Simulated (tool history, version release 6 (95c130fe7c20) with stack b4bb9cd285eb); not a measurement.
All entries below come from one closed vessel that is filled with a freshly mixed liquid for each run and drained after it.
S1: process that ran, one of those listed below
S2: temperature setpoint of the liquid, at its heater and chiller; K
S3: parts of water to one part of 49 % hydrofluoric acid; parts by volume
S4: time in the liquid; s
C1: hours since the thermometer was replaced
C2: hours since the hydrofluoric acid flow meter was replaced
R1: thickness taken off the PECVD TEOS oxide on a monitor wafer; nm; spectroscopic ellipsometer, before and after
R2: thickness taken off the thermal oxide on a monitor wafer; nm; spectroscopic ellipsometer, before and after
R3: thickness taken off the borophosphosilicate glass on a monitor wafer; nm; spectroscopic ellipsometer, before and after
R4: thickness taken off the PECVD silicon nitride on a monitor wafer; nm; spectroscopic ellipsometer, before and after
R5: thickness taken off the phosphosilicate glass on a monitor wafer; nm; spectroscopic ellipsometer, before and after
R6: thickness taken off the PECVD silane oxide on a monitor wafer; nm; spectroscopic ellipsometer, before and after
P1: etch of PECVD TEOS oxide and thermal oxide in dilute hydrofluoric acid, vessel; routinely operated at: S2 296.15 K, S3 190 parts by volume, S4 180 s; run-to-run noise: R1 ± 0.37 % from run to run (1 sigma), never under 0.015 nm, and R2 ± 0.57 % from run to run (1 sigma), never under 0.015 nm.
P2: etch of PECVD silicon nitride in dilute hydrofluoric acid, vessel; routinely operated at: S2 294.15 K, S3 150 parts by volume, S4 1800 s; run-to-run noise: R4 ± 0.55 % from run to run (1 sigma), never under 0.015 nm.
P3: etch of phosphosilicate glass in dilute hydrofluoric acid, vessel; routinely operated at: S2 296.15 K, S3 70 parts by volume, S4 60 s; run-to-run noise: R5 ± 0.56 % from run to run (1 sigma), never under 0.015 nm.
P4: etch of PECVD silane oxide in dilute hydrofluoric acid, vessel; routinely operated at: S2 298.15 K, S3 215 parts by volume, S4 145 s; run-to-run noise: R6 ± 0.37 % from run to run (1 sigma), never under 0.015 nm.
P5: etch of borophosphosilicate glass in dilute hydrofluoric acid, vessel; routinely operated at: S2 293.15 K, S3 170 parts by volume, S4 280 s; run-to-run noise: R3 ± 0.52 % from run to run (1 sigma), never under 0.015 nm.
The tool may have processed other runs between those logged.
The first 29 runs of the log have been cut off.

run	hour	S1	S2	S3	S4	C1	C2	R1	R2	R3	R4	R5	R6
30	364.3	P3	296.15	70	60	169.3	894.4					171.26	
31	372.6	P5	298.65	170	280	177.6	902.7			71.789			
32	381.2	P1	296.15	190	100	186.2	911.3	10.86	2.1434				
33	393.9	P4	290.65	215	145	198.9	924						10.998
34	406.8	P1	296.15	190	180	211.8	936.9	19.42	3.9092				
35	418.5	P1	296.15	190	180	223.5	948.6	19.975	3.9695				
36	435.6	P1	296.15	190	180	240.6	965.7	20.239	4.0232				
37	453.2	P1	296.15	190	180	258.2	983.3	20.381	4.0713				

Expected results for the next run?
38	469.9	P1	296.15	190	180	274.9	1000	?	?				

Run 38 produced R1 20.57 nm, R2 4.0392 nm.
